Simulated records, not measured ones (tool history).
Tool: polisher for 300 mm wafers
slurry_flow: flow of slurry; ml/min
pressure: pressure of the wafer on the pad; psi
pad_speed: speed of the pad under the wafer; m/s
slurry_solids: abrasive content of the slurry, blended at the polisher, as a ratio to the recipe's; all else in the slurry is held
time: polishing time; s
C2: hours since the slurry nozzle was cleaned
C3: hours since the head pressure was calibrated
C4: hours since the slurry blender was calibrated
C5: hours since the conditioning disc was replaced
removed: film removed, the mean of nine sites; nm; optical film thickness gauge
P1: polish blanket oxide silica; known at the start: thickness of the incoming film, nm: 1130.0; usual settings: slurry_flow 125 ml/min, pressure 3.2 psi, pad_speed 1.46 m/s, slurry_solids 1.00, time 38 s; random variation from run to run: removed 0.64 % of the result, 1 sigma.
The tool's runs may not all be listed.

{"run": 1, "hour": 4.5, "slurry_flow": 125, "pressure": 3.2, "pad_speed": 1.46, "slurry_solids": 1.0, "time": 38, "wafers polished on this pad": 537, "C2": 284.8, "C3": 463.1, "C4": 121.1, "C5": 49.9, "removed": 131.19}
{"run": 2, "hour": 12.1, "slurry_flow": 125, "pressure": 3.2, "pad_speed": 1.94, "slurry_solids": 1.0, "time": 38, "wafers polished on this pad": 647, "C2": 292.4, "C3": 470.7, "C4": 128.7, "C5": 57.5, "removed": 163.92}
{"run": 3, "hour": 19.3, "slurry_flow": 125, "pressure": 3.2, "pad_speed": 1.46, "slurry_solids": 1.0, "time": 28, "wafers polished on this pad": 753, "C2": 299.6, "C3": 477.9, "C4": 135.9, "C5": 64.7, "removed": 96.445}
{"run": 4, "hour": 24.9, "slurry_flow": 125, "pressure": 3.2, "pad_speed": 1.46, "slurry_solids": 1.0, "time": 38, "wafers polished on this pad": 834, "C2": 305.2, "C3": 483.5, "C4": 141.5, "C5": 70.3, "removed": 130.76}
{"run": 5, "hour": 29.7, "slurry_flow": 125, "pressure": 3.2, "pad_speed": 1.46, "slurry_solids": 1.35, "time": 38, "wafers polished on this pad": 904, "C2": 310.0, "C3": 488.3, "C4": 146.3, "C5": 75.1, "removed": 147.66}
{"run": 6, "hour": 37.2, "slurry_flow": 125, "pressure": 2.4, "pad_speed": 1.46, "slurry_solids": 1.0, "time": 58, "wafers polished on this pad": 1014, "C2": 317.5, "C3": 495.8, "C4": 153.8, "C5": 82.6, "removed": 149.82}
{"run": 7, "hour": 42.4, "slurry_flow": 200, "pressure": 3.2, "pad_speed": 1.46, "slurry_solids": 1.0, "time": 38, "wafers polished on this pad": 1090, "C2": 322.7, "C3": 501.0, "C4": 159.0, "C5": 87.8, "removed": 141.45}
{"run": 8, "hour": 46.9, "slurry_flow": 125, "pressure": 3.2, "pad_speed": 1.46, "slurry_solids": 1.0, "time": 55, "wafers polished on this pad": 1155, "C2": 327.2, "C3": 505.5, "C4": 163.5, "C5": 92.3, "removed": 188.7}
{"run": 9, "hour": 51.9, "slurry_flow": 125, "pressure": 3.2, "pad_speed": 1.46, "slurry_solids": 1.0, "time": 38, "wafers polished on this pad": 1228, "C2": 332.2, "C3": 510.5, "C4": 168.5, "C5": 97.3, "removed": 130.15}
{"run": 10, "hour": 56.8, "slurry_flow": 125, "pressure": 1.9, "pad_speed": 1.46, "slurry_solids": 1.0, "time": 38, "wafers polished on this pad": 1300, "C2": 337.1, "C3": 515.4, "C4": 173.4, "C5": 102.2, "removed": 78.1}
{"run": 11, "hour": 62.4, "slurry_flow": 125, "pressure": 3.2, "pad_speed": 1.46, "slurry_solids": 0.55, "time": 38, "wafers polished on this pad": 1382, "C2": 342.7, "C3": 521.0, "C4": 179.0, "C5": 107.8, "removed": 96.214}
{"run": 12, "hour": 68.2, "slurry_flow": 125, "pressure": 3.2, "pad_speed": 1.46, "slurry_solids": 1.0, "time": 38, "wafers polished on this pad": 1466, "C2": 348.5, "C3": 526.8, "C4": 184.8, "C5": 113.6, "removed": 130.86}
{"run": 13, "hour": 74.4, "slurry_flow": 125, "pressure": 3.2, "pad_speed": 1.46, "slurry_solids": 1.0, "time": 38, "wafers polished on this pad": 1557, "C2": 354.7, "C3": 533.0, "C4": 191.0, "C5": 119.8, "removed": 131.67}
{"run": 14, "hour": 81.9, "slurry_flow": 75, "pressure": 3.2, "pad_speed": 1.46, "slurry_solids": 1.0, "time": 17, "wafers polished on this pad": 1666, "C2": 362.2, "C3": 540.5, "C4": 198.5, "C5": 127.3, "removed": 51.338}
{"run": 15, "hour": 88.2, "slurry_flow": 75, "pressure": 3.2, "pad_speed": 1.46, "slurry_solids": 1.0, "time": 38, "wafers polished on this pad": 1758, "C2": 368.5, "C3": 546.8, "C4": 204.8, "C5": 133.6, "removed": 115.13}
{"hour": 93.5, "done": "slurry nozzle cleaned"}
{"run": 16, "hour": 95.7, "slurry_flow": 125, "pressure": 4.7, "pad_speed": 1.46, "slurry_solids": 1.0, "time": 38, "wafers polished on this pad": 1868, "C2": 2.2, "C3": 554.3, "C4": 212.3, "C5": 141.1, "removed": 192.7}
{"run": 17, "hour": 102.9, "slurry_flow": 125, "pressure": 3.2, "pad_speed": 1.46, "slurry_solids": 1.0, "time": 38, "wafers polished on this pad": 1973, "C2": 9.4, "C3": 561.5, "C4": 219.5, "C5": 148.3, "removed": 130.97}
{"run": 18, "hour": 109.3, "slurry_flow": 125, "pressure": 3.2, "pad_speed": 0.72, "slurry_solids": 1.0, "time": 38, "wafers polished on this pad": 2066, "C2": 15.8, "C3": 567.9, "C4": 225.9, "C5": 154.7, "removed": 74.354}
{"run": 19, "hour": 117.4, "slurry_flow": 125, "pressure": 3.2, "pad_speed": 1.46, "slurry_solids": 1.0, "time": 38, "wafers polished on this pad": 2185, "C2": 23.9, "C3": 576.0, "C4": 234.0, "C5": 162.8, "removed": 131.66}
{"run": 20, "hour": 125.1, "slurry_flow": 125, "pressure": 3.2, "pad_speed": 1.46, "slurry_solids": 1.0, "time": 38, "wafers polished on this pad": 2297, "C2": 31.6, "C3": 583.7, "C4": 241.7, "C5": 170.5, "removed": 131.37}
{"run": 21, "hour": 129.1, "slurry_flow": 125, "pressure": 3.2, "pad_speed": 1.46, "slurry_solids": 1.0, "time": 38, "wafers polished on this pad": 2355, "C2": 35.6, "C3": 587.7, "C4": 245.7, "C5": 174.5, "removed": 127.93}
{"run": 22, "hour": 133.4, "slurry_flow": 125, "pressure": 3.2, "pad_speed": 1.46, "slurry_solids": 1.0, "time": 38, "wafers polished on this pad": 2418, "C2": 39.9, "C3": 592.0, "C4": 250.0, "C5": 178.8, "removed": 124.9}
{"run": 23, "hour": 138.5, "slurry_flow": 125, "pressure": 3.2, "pad_speed": 1.46, "slurry_solids": 1.0, "time": 38, "wafers polished on this pad": 2493, "C2": 45.0, "C3": 597.1, "C4": 255.1, "C5": 183.9, "removed": 120.2}
{"run": 24, "hour": 142.3, "slurry_flow": 125, "pressure": 3.2, "pad_speed": 1.46, "slurry_solids": 1.0, "time": 38, "wafers polished on this pad": 2548, "C2": 48.8, "C3": 600.9, "C4": 258.9, "C5": 187.7, "removed": 120.07}
{"run": 25, "hour": 146.5, "slurry_flow": 125, "pressure": 3.2, "pad_speed": 1.46, "slurry_solids": 1.0, "time": 38, "wafers polished on this pad": 2609, "C2": 53.0, "C3": 605.1, "C4": 263.1, "C5": 191.9, "removed": 117.73}
{"run": 26, "hour": 154.3, "slurry_flow": 125, "pressure": 3.2, "pad_speed": 1.46, "slurry_solids": 1.0, "time": 38, "wafers polished on this pad": 2723, "C2": 60.8, "C3": 612.9, "C4": 270.9, "C5": 199.7, "removed": 115.18}
{"hour": 156.1, "done": "head pressure recalibrated"}
{"hour": 158.3, "done": "conditioning disc replaced and pad reconditioned"}
{"run": 27, "hour": 159.7, "slurry_flow": 125, "pressure": 3.2, "pad_speed": 1.46, "slurry_solids": 1.0, "time": 38, "wafers polished on this pad": 2802, "C2": 66.2, "C3": 3.7, "C4": 276.3, "C5": 1.5, "removed": 115.79}
{"hour": 164.3, "done": "slurry nozzle cleaned"}
{"run": 28, "hour": 164.4, "slurry_flow": 125, "pressure": 3.2, "pad_speed": 1.46, "slurry_solids": 1.0, "time": 38, "wafers polished on this pad": 2871, "C2": 0.2, "C3": 8.4, "C4": 281.0, "C5": 6.2, "removed": 114.34}
{"run": 29, "hour": 168.4, "slurry_flow": 125, "pressure": 3.2, "pad_speed": 1.46, "slurry_solids": 1.0, "time": 38, "wafers polished on this pad": 2929, "C2": 4.2, "C3": 12.4, "C4": 285.0, "C5": 10.2, "removed": 114.81}
{"run": 30, "hour": 173.3, "slurry_flow": 125, "pressure": 3.2, "pad_speed": 1.46, "slurry_solids": 1.0, "time": 38, "wafers polished on this pad": 3000, "C2": 9.1, "C3": 17.3, "C4": 289.9, "C5": 15.1, "removed": 113.87}
{"run": 31, "hour": 179.4, "slurry_flow": 125, "pressure": 3.2, "pad_speed": 1.46, "slurry_solids": 1.0, "time": 38, "wafers polished on this pad": 3090, "C2": 15.2, "C3": 23.4, "C4": 296.0, "C5": 21.2, "removed": 113.81}

What P1 gives has crept away from where it was. These 2 causes fit the log equally well, each at the size given:
A: abrasive missing from the slurry, % = 25.2
B: removal rate lost through wear of the pad, % = 13.3
The creep began at about hour 125.1.
Why every other cause is out:
slurry flow missing at the pad, %: serviced at hour 164.3, which brought nothing back
head's pressure below its setpoint, %: serviced at hour 156.1, which brought nothing back
time polished since the conditioner stopped cutting, s: serviced at hour 158.3, which brought nothing back

4 check runs are offered, each on 5 wafers whose results are averaged, their results left as question marks. Which one tells the causes apart?
{"run": "check 1", "hour": 185.5, "slurry_flow": 75, "pressure": 3.2, "pad_speed": 1.46, "slurry_solids": 1.0, "time": 38, "removed": "?"}
{"run": "check 2", "hour": 185.5, "slurry_flow": 160, "pressure": 4.5, "pad_speed": 1.46, "slurry_solids": 1.0, "time": 38, "removed": "?"}
{"run": "check 3", "hour": 185.5, "slurry_flow": 125, "pressure": 3.2, "pad_speed": 0.78, "slurry_solids": 1.0, "time": 55, "removed": "?"}
{"run": "check 4", "hour": 185.5, "slurry_flow": 195, "pressure": 3.2, "pad_speed": 1.46, "slurry_solids": 0.7, "time": 38, "removed": "?"}

What each check would give under each cause:
check=check_1 result=removed if_A=99.720 if_B=99.697
check=check_2 result=removed if_A=167.660 if_B=167.620
check=check_3 result=removed if_A=99.855 if_B=99.832
check=check_4 result=removed if_A=100.190 if_B=102.770
How far apart the two closest causes lie, in the result that separates them most: check 1 0.02 %; check 2 0.02 %; check 3 0.02 %; check 4 2.54 %
Only check 4 tells the causes apart: in the others they would give nearly the same result.

Check 4 was then run and gave: removed 100.330 nm. Which cause is it?

It is A: abrasive missing from the slurry, %.
